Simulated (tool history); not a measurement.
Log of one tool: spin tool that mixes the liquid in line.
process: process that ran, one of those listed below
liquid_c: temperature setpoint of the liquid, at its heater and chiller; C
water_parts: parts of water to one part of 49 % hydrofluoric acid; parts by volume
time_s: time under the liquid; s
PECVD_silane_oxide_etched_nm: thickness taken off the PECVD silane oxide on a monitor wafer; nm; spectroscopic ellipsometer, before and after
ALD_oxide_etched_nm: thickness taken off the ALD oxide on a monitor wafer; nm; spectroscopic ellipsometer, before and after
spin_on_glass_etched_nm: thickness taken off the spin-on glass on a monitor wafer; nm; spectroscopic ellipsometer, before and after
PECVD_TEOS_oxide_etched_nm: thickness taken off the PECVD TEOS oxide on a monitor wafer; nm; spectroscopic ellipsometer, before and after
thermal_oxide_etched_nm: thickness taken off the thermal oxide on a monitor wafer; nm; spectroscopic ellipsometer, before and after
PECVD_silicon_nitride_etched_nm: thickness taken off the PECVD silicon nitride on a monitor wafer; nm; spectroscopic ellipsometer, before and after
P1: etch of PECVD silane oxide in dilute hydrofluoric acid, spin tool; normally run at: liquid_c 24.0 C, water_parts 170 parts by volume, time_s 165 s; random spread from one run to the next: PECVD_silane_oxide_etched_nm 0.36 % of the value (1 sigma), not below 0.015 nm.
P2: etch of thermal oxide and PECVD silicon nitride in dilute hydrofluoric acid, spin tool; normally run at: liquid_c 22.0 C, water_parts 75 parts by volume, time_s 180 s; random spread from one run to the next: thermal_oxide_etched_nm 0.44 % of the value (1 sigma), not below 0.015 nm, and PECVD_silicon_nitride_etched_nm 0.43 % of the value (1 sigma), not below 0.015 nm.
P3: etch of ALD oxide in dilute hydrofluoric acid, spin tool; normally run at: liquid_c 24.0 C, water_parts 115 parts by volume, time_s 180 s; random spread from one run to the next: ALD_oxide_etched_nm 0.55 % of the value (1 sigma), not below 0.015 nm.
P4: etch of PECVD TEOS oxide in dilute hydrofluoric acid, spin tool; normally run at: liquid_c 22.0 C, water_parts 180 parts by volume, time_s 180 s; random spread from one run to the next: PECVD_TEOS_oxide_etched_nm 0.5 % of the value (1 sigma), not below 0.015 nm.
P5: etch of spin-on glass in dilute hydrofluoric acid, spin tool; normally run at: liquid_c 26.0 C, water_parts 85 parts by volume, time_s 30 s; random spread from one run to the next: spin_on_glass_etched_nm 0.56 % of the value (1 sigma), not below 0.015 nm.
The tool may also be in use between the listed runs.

run     day  process  liquid_c  water_parts  time_s  PECVD_silane_oxide_etched_nm  ALD_oxide_etched_nm  spin_on_glass_etched_nm  PECVD_TEOS_oxide_etched_nm  thermal_oxide_etched_nm  PECVD_silicon_nitride_etched_nm
  1   0.783       P1      24.0          170     165                       45.3790
  2   1.238       P1      32.0          170     165                       60.6780
  3   1.775       P3      24.0          115     290                                             40.497
  4   2.383       P1      20.0          235     165                       26.2750
  5   2.838       P5      26.0           85      60                                                                     25.7530
  6   3.325       P3      24.0          115     180                                             25.220
  7   3.767       P1      24.0          285     165                       23.9590
  8   4.458       P1      24.0           40     165                      226.9300
  9   5.108       P4      30.0          180     180                                                                                                  22.663
 10   5.908       P4      22.0          180     180                                                                                                  16.921
 11   6.392       P2      22.0           75     180                                                                                                                           11.335                           5.4701
 12   7.071       P3      19.5          115     180                                             20.929
 13   7.667       P1      19.0          170     165                       37.3980
 14   8.304       P5      26.0           85      30                                                                     12.9170
 15   9.017       P1      24.0          170     165                       45.1410
 16   9.467       P5      26.0           85      30                                                                     12.8220
 17  10.150       P2      30.0           75     180                                                                                                                           15.662                           9.3286
     10.350  -- hydrofluoric acid flow meter replaced
 18  10.717       P1      24.0          170     165                       45.3560
 19  11.100       P4      22.0           75     180                                                                                                  45.927
 20  11.538       P2      22.0           75     180                                                                                                                           11.355                           5.4876
 21  11.904       P2      22.0           20     180                                                                                                                           45.831                          19.7210
 22  12.696       P5      18.0           85      30                                                                      9.2890
 23  13.258       P1      24.0          170     165                       45.5660
 24  13.721       P5      26.0          130      30                                                                      7.8412
 25  14.254       P3      24.0          115     180                                             25.092
 26  14.671       P4      22.0          180     180                                                                                                  16.783
 27  15.104       P2      22.0           75     300                                                                                                                           18.993                           9.0792
 28  15.900       P4      22.0          180     285                                                                                                  26.948
 29  16.667       P1      19.5          170      35                        8.0982
 30  17.250       P3      24.0          205     180                                             12.722
 31  17.942       P1      24.0          170      40                       11.0280
 32  18.558       P1      24.0          170     270                       74.1150
 33  19.279       P1      24.0          170     165                       45.4350
 34  19.942       P1      24.0          170     165                       45.0930
 35  20.292       P1      24.0          170     165                       44.6600
 36  20.950       P1      24.0          170     165                       43.6430
 37  21.438       P1      24.0          170     165                       43.3010
 38  21.942       P1      24.0          170     165                       42.9470
 39  22.400       P1      24.0          170     165                       42.5750
 40  22.771       P1      24.0          170     165                       42.5100
 41  23.171       P1      24.0          170     165                       42.1120
 42  23.808       P1      24.0          170     165                       42.3190
 43  24.242       P1      24.0          170     165                       41.9760
 44  24.971       P1      24.0          170     165                       41.8940
 45  25.733       P1      24.0          170     165                       41.7250

P1 has crept away from where it was. The log is fitted equally well by each of these 2 causes, at the sizes shown:
A: liquid colder than its thermometer reads (K) = 2.08
B: hydrofluoric acid flow below the setpoint (%) = 6.41
The drift started at roughly day 19.942.

The check runs listed below each take one wafer, and their results are still question marks. Under which run would the listed causes lead to clearly different results?
check 1  26.496       P2      30.0           75     275                                                                                                                                ?                                ?
check 2  26.496       P5      22.5          125      30                                                                           ?
check 3  26.496       P4      29.5          110     180                                                                                                       ?
check 4  26.496       P3      21.0          185     180                                                  ?

Expected result of each check under each candidate cause:
  check                           result     if A     if B
check 1          thermal_oxide_etched_nm   22.064   22.211
check 1  PECVD_silicon_nitride_etched_nm  12.3940  13.2540
check 2          spin_on_glass_etched_nm   6.6640   6.7105
check 3       PECVD_TEOS_oxide_etched_nm   37.171   37.243
check 4              ALD_oxide_etched_nm   11.834   11.857
Minimum pairwise separation of causes per check, each pair taken at its best-separating result: check 1 6.71 %; check 2 0.7 %; check 3 0.19 %; check 4 0.2 %
Only in check 1 would the causes give clearly different results; in the remaining checks their results would be nearly the same.

The results of check 1 are: thermal_oxide_etched_nm 22.206 nm; PECVD_silicon_nitride_etched_nm 13.3110 nm. Based on these, which of the listed causes is it?

The cause is B: hydrofluoric acid flow below the setpoint (%).
